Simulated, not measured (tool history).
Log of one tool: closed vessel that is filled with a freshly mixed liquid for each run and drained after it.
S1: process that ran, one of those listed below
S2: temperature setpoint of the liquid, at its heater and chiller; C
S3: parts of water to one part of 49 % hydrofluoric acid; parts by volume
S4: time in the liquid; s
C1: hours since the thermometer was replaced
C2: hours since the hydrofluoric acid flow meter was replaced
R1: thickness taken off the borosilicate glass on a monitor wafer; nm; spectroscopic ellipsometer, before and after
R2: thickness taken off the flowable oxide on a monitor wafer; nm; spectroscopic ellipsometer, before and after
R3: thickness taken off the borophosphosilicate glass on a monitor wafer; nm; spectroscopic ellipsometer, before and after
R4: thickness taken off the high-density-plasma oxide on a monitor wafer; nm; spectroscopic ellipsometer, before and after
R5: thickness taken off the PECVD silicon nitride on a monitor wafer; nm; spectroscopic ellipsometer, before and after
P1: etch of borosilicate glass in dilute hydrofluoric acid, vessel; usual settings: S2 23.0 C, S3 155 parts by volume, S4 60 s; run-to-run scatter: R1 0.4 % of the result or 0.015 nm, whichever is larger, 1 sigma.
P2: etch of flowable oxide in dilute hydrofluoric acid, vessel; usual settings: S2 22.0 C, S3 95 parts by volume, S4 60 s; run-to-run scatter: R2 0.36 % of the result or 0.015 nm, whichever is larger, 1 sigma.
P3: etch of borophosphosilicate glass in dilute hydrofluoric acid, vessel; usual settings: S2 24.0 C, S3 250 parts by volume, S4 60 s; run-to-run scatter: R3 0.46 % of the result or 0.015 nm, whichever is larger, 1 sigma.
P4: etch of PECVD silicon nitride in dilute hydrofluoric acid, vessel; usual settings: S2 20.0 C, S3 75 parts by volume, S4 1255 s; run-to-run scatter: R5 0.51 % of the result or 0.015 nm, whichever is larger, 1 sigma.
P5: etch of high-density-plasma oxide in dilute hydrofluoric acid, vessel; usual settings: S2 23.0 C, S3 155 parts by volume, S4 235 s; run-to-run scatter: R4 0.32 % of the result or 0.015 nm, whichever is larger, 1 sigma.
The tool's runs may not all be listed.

run	hour	S1	S2	S3	S4	C1	C2	R1	R2	R3	R4	R5
1	12.0	P1	23.0	155	60	493.0	1266.4	15.3530				
2	24.0	P2	22.0	95	60	505.0	1278.4		23.468			
3	40.9	P1	23.0	155	60	521.9	1295.3	15.3310				
4	51.5	P3	24.0	250	95	532.5	1305.9			21.086		
5	61.1	P1	27.5	155	60	542.1	1315.5	18.1820				
6	80.2	P5	27.0	155	235	561.2	1334.6				8.2486	
7	90.7	P1	23.0	90	110	571.7	1345.1	52.6000				
8	105.8	P3	24.0	250	60	586.8	1360.2			13.363		
9	116.0	P4	20.0	75	1870	597.0	1370.4					75.269
10	130.4	P1	17.0	155	60	611.4	1384.8	12.1780				
11	141.5	P1	23.0	155	60	622.5	1395.9	15.3340				
12	154.4	P1	23.0	155	30	635.4	1408.8	7.6592				
13	171.9	P1	23.0	235	60	652.9	1426.3	9.2688				
14	190.0	P1	23.0	155	60	671.0	1444.4	15.4670				
15	199.2	P1	23.0	155	60	680.2	1453.6	15.3940				
16	214.9	P1	23.0	155	90	695.9	1469.3	23.0310				
17	225.1	P5	23.0	155	235	706.1	1479.5				7.1093	
18	235.9	P2	22.0	145	60	716.9	1490.3		14.528			
19	246.5	P5	23.0	280	235	727.5	1500.9				3.4294	
20	259.0	P4	17.0	75	1255	740.0	1513.4					41.146
21	272.7	P1	23.0	155	60	753.7	1527.1	15.3400				

Run 22 comes next. What will it give?
22	288.6	P3	17.5	250	60	769.6	1543.0			?		

{"run 22": {"R3": 10.494}}
